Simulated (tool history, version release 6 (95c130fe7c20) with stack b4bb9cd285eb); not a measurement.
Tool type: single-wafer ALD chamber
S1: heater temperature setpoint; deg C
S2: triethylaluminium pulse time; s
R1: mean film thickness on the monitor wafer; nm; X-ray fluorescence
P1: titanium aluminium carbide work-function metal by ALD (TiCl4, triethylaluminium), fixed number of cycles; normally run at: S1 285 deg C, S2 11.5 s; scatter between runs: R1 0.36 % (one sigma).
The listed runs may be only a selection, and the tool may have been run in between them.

{"run": 1, "hour": 7.4, "S1": 285, "S2": 11.5, "R1": 1.9628}
{"run": 2, "hour": 21.0, "S1": 285, "S2": 11.5, "R1": 1.9738}
{"run": 3, "hour": 29.2, "S1": 300, "S2": 6.74, "R1": 1.929}
{"run": 4, "hour": 38.0, "S1": 285, "S2": 11.5, "R1": 1.9712}
{"run": 5, "hour": 46.1, "S1": 295, "S2": 6.84, "R1": 1.9022}
{"run": 6, "hour": 59.1, "S1": 271, "S2": 16.97, "R1": 1.874}
{"run": 7, "hour": 71.4, "S1": 309, "S2": 11.5, "R1": 2.1834}
{"hour": 82.1, "done": "triethylaluminium bottle replaced"}
{"run": 8, "hour": 83.9, "S1": 285, "S2": 11.5, "R1": 1.9711}
{"run": 9, "hour": 96.6, "S1": 285, "S2": 4.42, "R1": 1.5672}
{"run": 10, "hour": 106.0, "S1": 285, "S2": 17.64, "R1": 2.0031}
{"run": 11, "hour": 117.6, "S1": 265, "S2": 11.5, "R1": 1.7838}
{"run": 12, "hour": 128.4, "S1": 285, "S2": 11.5, "R1": 1.9823}
{"run": 13, "hour": 136.8, "S1": 285, "S2": 11.5, "R1": 1.948}
{"run": 14, "hour": 144.4, "S1": 285, "S2": 11.5, "R1": 1.9262}

Run 15 is up next; what results do you expect?
{"run": 15, "hour": 151.3, "S1": 285, "S2": 11.5, "R1": "?"}

Run 15 gave R1 1.9207 nm.

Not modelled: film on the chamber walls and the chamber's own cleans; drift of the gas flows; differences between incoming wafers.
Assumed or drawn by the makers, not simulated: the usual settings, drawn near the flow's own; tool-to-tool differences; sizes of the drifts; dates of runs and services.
